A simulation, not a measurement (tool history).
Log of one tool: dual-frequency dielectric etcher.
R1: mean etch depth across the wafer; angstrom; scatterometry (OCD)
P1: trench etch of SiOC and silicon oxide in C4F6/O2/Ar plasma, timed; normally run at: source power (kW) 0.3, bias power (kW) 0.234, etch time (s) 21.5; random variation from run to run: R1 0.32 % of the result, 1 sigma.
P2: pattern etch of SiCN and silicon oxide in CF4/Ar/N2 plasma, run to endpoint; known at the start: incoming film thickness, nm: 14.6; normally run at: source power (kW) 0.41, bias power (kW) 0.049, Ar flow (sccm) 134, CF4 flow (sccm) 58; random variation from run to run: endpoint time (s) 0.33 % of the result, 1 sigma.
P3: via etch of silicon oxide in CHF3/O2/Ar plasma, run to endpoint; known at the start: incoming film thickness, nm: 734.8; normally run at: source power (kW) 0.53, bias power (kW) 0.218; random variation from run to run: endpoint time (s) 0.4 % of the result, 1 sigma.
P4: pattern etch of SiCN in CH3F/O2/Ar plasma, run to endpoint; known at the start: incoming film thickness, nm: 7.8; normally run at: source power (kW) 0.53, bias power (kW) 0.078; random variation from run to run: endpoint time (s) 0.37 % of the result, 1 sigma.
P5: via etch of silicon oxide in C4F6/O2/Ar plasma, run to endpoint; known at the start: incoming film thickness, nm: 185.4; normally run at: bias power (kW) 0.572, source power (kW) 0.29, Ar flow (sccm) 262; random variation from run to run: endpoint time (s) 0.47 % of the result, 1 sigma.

Run 1, hour 12.1: process that ran P1, source power (kW) 0.3, bias power (kW) 0.234, etch time (s) 21.5. Result: R1 412.89 angstrom.
Run 2, hour 19.8: process that ran P4, source power (kW) 0.53, bias power (kW) 0.078. Result: endpoint time (s) 18.334.
Run 3, hour 29.9: process that ran P2, source power (kW) 0.41, bias power (kW) 0.064, Ar flow (sccm) 134, CF4 flow (sccm) 58. Result: endpoint time (s) 19.621.
Run 4, hour 41: process that ran P2, source power (kW) 0.41, bias power (kW) 0.049, Ar flow (sccm) 134, CF4 flow (sccm) 58. Result: endpoint time (s) 21.629.
Run 5, hour 53.6: process that ran P1, source power (kW) 0.3, bias power (kW) 0.234, etch time (s) 21.5. Result: R1 411.5 angstrom.
Run 6, hour 64.7: process that ran P3, source power (kW) 0.53, bias power (kW) 0.17. Result: endpoint time (s) 404.33.
Run 7, hour 73.9: process that ran P1, source power (kW) 0.19, bias power (kW) 0.278, etch time (s) 21.5. Result: R1 369.09 angstrom.
Run 8, hour 85: process that ran P3, source power (kW) 0.37, bias power (kW) 0.218. Result: endpoint time (s) 424.41.
Run 9, hour 97.3: process that ran P2, source power (kW) 0.49, bias power (kW) 0.049, Ar flow (sccm) 134, CF4 flow (sccm) 58. Result: endpoint time (s) 18.463.
Run 10, hour 106.1: process that ran P5, source power (kW) 0.29, bias power (kW) 0.572, Ar flow (sccm) 262. Result: endpoint time (s) 44.41.
Run 11, hour 113.4: process that ran P2, source power (kW) 0.41, bias power (kW) 0.049, Ar flow (sccm) 134, CF4 flow (sccm) 73. Result: endpoint time (s) 20.702.
Run 12, hour 121.7: process that ran P1, source power (kW) 0.3, bias power (kW) 0.234, etch time (s) 21.5. Result: R1 413.49 angstrom.
Run 13, hour 133.6: process that ran P1, source power (kW) 0.39, bias power (kW) 0.182, etch time (s) 21.5. Result: R1 418.51 angstrom.
Run 14, hour 144.5: process that ran P3, source power (kW) 0.53, bias power (kW) 0.218. Result: endpoint time (s) 374.32.
Run 15, hour 152.6: process that ran P4, source power (kW) 0.53, bias power (kW) 0.061. Result: endpoint time (s) 19.899.
Run 16, hour 158.7: process that ran P4, source power (kW) 0.73, bias power (kW) 0.078. Result: endpoint time (s) 16.228.
At hour 165.7: bias power generator calibrated.
Run 17, hour 171.7: process that ran P5, source power (kW) 0.29, bias power (kW) 0.572, Ar flow (sccm) 343. Result: endpoint time (s) 45.729.
Run 18, hour 182.1: process that ran P1, source power (kW) 0.3, bias power (kW) 0.234, etch time (s) 21.5. Result: R1 414.28 angstrom.
Run 19, hour 193.6: process that ran P5, source power (kW) 0.21, bias power (kW) 0.572, Ar flow (sccm) 262. Result: endpoint time (s) 50.002.
Run 20, hour 203.3: process that ran P1, source power (kW) 0.24, bias power (kW) 0.234, etch time (s) 21.5. Result: R1 378.56 angstrom.
Run 21, hour 213.5: process that ran P1, source power (kW) 0.3, bias power (kW) 0.312, etch time (s) 21.5. Result: R1 456.23 angstrom.
Run 22, hour 225.5: process that ran P1, source power (kW) 0.3, bias power (kW) 0.167, etch time (s) 29. Result: R1 498.39 angstrom.
Run 23, hour 234.3: process that ran P1, source power (kW) 0.37, bias power (kW) 0.234, etch time (s) 21.5. Result: R1 447.25 angstrom.
Run 24, hour 244.5: process that ran P1, source power (kW) 0.3, bias power (kW) 0.234, etch time (s) 14.5. Result: R1 279.77 angstrom.
Run 25, hour 254.9: process that ran P1, source power (kW) 0.3, bias power (kW) 0.234, etch time (s) 21.5. Result: R1 413 angstrom.
Run 26, hour 262.3: process that ran P1, source power (kW) 0.3, bias power (kW) 0.177, etch time (s) 21.5. Result: R1 375.95 angstrom.
Run 27, hour 275.1: process that ran P3, source power (kW) 0.53, bias power (kW) 0.218. Result: endpoint time (s) 372.01.
Run 28, hour 286.8: process that ran P1, source power (kW) 0.3, bias power (kW) 0.234, etch time (s) 29. Result: R1 558.49 angstrom.
Run 29, hour 297.5: process that ran P5, source power (kW) 0.29, bias power (kW) 0.572, Ar flow (sccm) 262. Result: endpoint time (s) 44.451.
Run 30, hour 303.1: process that ran P1, source power (kW) 0.3, bias power (kW) 0.234, etch time (s) 21.5. Result: R1 412.3 angstrom.
Run 31, hour 313.6: process that ran P1, source power (kW) 0.3, bias power (kW) 0.234, etch time (s) 21.5. Result: R1 413.29 angstrom.
Run 32, hour 323.3: process that ran P5, source power (kW) 0.29, bias power (kW) 0.699, Ar flow (sccm) 262. Result: endpoint time (s) 41.152.
Run 33, hour 330.4: process that ran P2, source power (kW) 0.41, bias power (kW) 0.049, Ar flow (sccm) 105, CF4 flow (sccm) 58. Result: endpoint time (s) 20.648.
Run 34, hour 342.2: process that ran P1, source power (kW) 0.3, bias power (kW) 0.234, etch time (s) 21.5. Result: R1 412.21 angstrom.
Run 35, hour 350.7: process that ran P1, source power (kW) 0.3, bias power (kW) 0.234, etch time (s) 21.5. Result: R1 411.1 angstrom.
Run 36, hour 359.3: process that ran P1, source power (kW) 0.3, bias power (kW) 0.234, etch time (s) 21.5. Result: R1 410.92 angstrom.
Run 37, hour 365: process that ran P1, source power (kW) 0.3, bias power (kW) 0.234, etch time (s) 21.5. Result: R1 406.91 angstrom.
Run 38, hour 375.3: process that ran P1, source power (kW) 0.3, bias power (kW) 0.234, etch time (s) 21.5. Result: R1 409.52 angstrom.
Run 39, hour 384.1: process that ran P1, source power (kW) 0.3, bias power (kW) 0.234, etch time (s) 21.5. Result: R1 408.72 angstrom.
Run 40, hour 393.9: process that ran P1, source power (kW) 0.3, bias power (kW) 0.234, etch time (s) 21.5. Result: R1 407.31 angstrom.
Run 41, hour 405.2: process that ran P1, source power (kW) 0.3, bias power (kW) 0.234, etch time (s) 21.5. Result: R1 404.35 angstrom.
At hour 414.1: wet clean of the chamber.
Run 42, hour 414.9: process that ran P1, source power (kW) 0.3, bias power (kW) 0.234, etch time (s) 21.5. Result: R1 407.35 angstrom.
Run 43, hour 427.1: process that ran P1, source power (kW) 0.3, bias power (kW) 0.234, etch time (s) 21.5. Result: R1 409.55 angstrom.
Run 44, hour 433.2: process that ran P1, source power (kW) 0.3, bias power (kW) 0.234, etch time (s) 21.5. Result: R1 407.26 angstrom.
Run 45, hour 442: process that ran P1, source power (kW) 0.3, bias power (kW) 0.234, etch time (s) 21.5. Result: R1 405.51 angstrom.

What P1 gives has crept away from where it was. These 2 causes fit the log equally well, each at the size given:
A: source power that arrives under what is set, % = 4.16
B: bias power that arrives under what is set, % = 4.67
The creep began at about hour 342.2.
Why every other cause is out:
chamber walls in a state that lowers the etch rate, %: serviced at hour 414.1, which brought nothing back

4 check runs are offered, each on 2 wafers whose results are averaged, their results left as question marks. Which one tells the causes apart?
Run check 1, hour 450.8: process that ran P3, source power (kW) 0.53, bias power (kW) 0.218. Result: endpoint time (s) ?.
Run check 2, hour 450.8: process that ran P2, source power (kW) 0.41, bias power (kW) 0.049, Ar flow (sccm) 134, CF4 flow (sccm) 58. Result: endpoint time (s) ?.
Run check 3, hour 450.8: process that ran P5, source power (kW) 0.29, bias power (kW) 0.572, Ar flow (sccm) 262. Result: endpoint time (s) ?.
Run check 4, hour 450.8: process that ran P4, source power (kW) 0.53, bias power (kW) 0.078. Result: endpoint time (s) ?.

What each check would give under each cause:
  check             result    if A    if B
check 1  endpoint time (s)  378.13   378.4
check 2  endpoint time (s)  22.419  21.945
check 3  endpoint time (s)  45.115  45.247
check 4  endpoint time (s)  18.511  18.525
How far apart the two closest causes lie, in the result that separates them most: check 1 0.07 %; check 2 2.14 %; check 3 0.29 %; check 4 0.08 %
Only check 2 tells the causes apart: in the others they would give nearly the same result.

Then check 2 was run and gave: endpoint time (s) 21.885. Which cause is it?

It is B: bias power that arrives under what is set, %.

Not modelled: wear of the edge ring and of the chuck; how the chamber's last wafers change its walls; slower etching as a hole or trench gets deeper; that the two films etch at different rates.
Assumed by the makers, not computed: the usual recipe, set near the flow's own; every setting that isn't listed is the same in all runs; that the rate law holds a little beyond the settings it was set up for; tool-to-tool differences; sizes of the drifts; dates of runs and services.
